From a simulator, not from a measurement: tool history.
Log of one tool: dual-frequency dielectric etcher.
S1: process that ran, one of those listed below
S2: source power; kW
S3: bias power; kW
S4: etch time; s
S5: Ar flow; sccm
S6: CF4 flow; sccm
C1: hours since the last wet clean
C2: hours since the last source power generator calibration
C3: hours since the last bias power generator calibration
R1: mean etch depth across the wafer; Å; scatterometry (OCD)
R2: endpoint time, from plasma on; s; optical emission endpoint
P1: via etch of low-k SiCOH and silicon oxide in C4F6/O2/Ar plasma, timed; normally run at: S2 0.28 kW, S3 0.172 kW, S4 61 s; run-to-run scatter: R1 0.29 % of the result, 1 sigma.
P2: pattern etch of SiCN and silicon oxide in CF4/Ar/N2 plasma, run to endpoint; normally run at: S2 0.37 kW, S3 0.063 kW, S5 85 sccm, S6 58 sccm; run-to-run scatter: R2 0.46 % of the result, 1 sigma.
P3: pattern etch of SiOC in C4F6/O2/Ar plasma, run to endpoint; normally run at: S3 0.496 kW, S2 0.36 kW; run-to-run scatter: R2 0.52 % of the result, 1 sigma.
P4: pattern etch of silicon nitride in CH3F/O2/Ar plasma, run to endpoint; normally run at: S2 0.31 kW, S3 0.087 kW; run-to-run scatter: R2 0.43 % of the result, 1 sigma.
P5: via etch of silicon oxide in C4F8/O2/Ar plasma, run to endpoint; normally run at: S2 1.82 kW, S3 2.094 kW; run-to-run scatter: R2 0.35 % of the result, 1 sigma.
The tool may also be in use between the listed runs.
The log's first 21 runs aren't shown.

run    day  S1    S2     S3    S4  S5  S6     C1      C2      C3      R1      R2
 22  3.688  P1  0.28  0.172    77          282.6  1545.4  1319.3  1791.8
 23  3.854  P3  0.22  0.496                286.6  1549.4  1323.3          11.666
 24  4.017  P1  0.28  0.172    61          290.5  1553.3  1327.2  1416.9
 25  4.146  P4  0.31  0.087                293.6  1556.4  1330.3          49.695
     4.304  -- wet clean of the chamber
 26  4.358  P5  1.82  2.708                  1.3  1561.5  1335.4          260.46
 27  4.467  P1  0.28  0.172    61            3.9  1564.1    1338  1419.7
 28  4.688  P1  0.28  0.172  46.5            9.2  1569.4  1343.3  1082.2
 29  4.904  P1  0.28  0.172    61           14.4  1574.6  1348.5  1413.6
 30  5.108  P1  0.28  0.172    61           19.3  1579.5  1353.4  1413.5
 31  5.312  P1  0.28  0.172    61           24.2  1584.4  1358.3  1405.3
 32  5.483  P1  0.28  0.172    61           28.3  1588.5  1362.4  1392.9
     5.596  -- wet clean of the chamber
 33  5.617  P1  0.28  0.172    61            0.5  1591.7  1365.6    1396
 34  5.783  P1  0.28  0.172    61            4.5  1595.7  1369.6  1391.9
 35  5.971  P1  0.28  0.172    61              9  1600.2  1374.1    1394

Forecast run 36:
 36  6.108  P1  0.28  0.172  61          12.3  1603.5  1377.4   ?

R1: 1396.2 Å
